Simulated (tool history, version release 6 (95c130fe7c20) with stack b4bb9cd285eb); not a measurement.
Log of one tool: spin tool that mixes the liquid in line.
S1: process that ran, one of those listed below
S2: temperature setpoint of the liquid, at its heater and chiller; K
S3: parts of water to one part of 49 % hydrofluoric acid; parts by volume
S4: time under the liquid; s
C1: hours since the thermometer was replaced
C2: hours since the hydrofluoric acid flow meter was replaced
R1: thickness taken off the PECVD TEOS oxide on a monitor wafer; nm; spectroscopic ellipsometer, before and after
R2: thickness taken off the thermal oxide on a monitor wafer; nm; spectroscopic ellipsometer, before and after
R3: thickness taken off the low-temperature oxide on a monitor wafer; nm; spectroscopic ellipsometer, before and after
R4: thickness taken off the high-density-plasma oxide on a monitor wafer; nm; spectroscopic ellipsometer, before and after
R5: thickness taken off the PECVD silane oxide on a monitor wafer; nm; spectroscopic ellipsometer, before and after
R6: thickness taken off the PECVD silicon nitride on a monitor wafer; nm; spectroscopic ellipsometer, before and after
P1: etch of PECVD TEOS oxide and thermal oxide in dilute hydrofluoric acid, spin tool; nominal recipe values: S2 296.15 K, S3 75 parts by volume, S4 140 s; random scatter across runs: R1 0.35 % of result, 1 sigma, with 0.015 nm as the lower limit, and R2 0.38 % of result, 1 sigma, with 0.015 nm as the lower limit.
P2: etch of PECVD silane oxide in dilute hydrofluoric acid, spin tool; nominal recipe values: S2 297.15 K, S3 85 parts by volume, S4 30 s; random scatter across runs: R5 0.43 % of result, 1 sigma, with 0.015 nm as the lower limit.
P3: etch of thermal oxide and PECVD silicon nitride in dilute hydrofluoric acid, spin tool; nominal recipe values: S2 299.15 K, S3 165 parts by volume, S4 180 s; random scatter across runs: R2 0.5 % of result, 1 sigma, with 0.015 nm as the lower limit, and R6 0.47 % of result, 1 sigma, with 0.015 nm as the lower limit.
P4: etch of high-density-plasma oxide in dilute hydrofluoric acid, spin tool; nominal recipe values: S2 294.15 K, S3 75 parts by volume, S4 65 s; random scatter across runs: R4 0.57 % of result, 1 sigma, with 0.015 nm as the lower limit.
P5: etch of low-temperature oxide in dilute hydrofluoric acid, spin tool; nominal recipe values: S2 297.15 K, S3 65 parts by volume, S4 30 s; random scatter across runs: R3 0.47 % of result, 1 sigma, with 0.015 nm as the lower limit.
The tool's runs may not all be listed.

run,hour,S1,S2,S3,S4,C1,C2,R1,R2,R3,R4,R5,R6
1,5.2,P1,296.15,75,140,2178.7,135.5,34.014,8.6655,,,,
2,11.6,P1,296.15,25,140,2185.1,141.9,108.490,27.7330,,,,
3,17.7,P5,297.15,65,45,2191.2,148.0,,,25.540,,,
4,24.2,P4,290.15,75,65,2197.7,154.5,,,,4.1078,,
5,30.2,P1,296.15,115,140,2203.7,160.5,21.239,5.3764,,,,
6,36.6,P4,294.15,130,65,2210.1,166.9,,,,2.6155,,
7,40.1,P1,296.15,75,140,2213.6,170.4,33.774,8.6452,,,,
8,44.2,P2,297.15,85,60,2217.7,174.5,,,,,11.4510,
9,49.0,P2,297.15,135,30,2222.5,179.3,,,,,3.4066,
10,52.1,P3,299.15,85,180,2225.6,182.4,,11.1120,,,,13.0820
11,57.1,P4,294.15,75,65,2230.6,187.4,,,,4.7869,,
12,62.0,P1,296.15,75,140,2235.5,192.3,33.915,8.6090,,,,
13,66.6,P3,291.15,165,180,2240.1,196.9,,3.8311,,,,4.0004
14,73.0,P1,296.15,75,75,2246.5,203.3,18.226,4.6062,,,,
15,76.2,P3,299.15,165,180,2249.7,206.5,,5.1564,,,,6.7400
16,82.7,P5,297.15,25,30,2256.2,213.0,,,46.394,,,
17,86.1,P1,300.15,75,140,2259.6,216.4,39.786,10.1370,,,,
18,92.6,P5,297.15,65,30,2266.1,222.9,,,16.956,,,
19,95.7,P2,290.15,85,30,2269.2,226.0,,,,,4.3130,
20,101.3,P1,302.15,75,80,2274.8,231.6,24.627,6.3125,,,,
21,104.7,P2,297.15,85,30,2278.2,235.0,,,,,5.7127,

For run 22, what comes out?
22,108.1,P1,296.15,75,255,2281.6,238.4,?,?,,,,

For run 22 the tool returned R1 61.542 nm, R2 15.6110 nm.

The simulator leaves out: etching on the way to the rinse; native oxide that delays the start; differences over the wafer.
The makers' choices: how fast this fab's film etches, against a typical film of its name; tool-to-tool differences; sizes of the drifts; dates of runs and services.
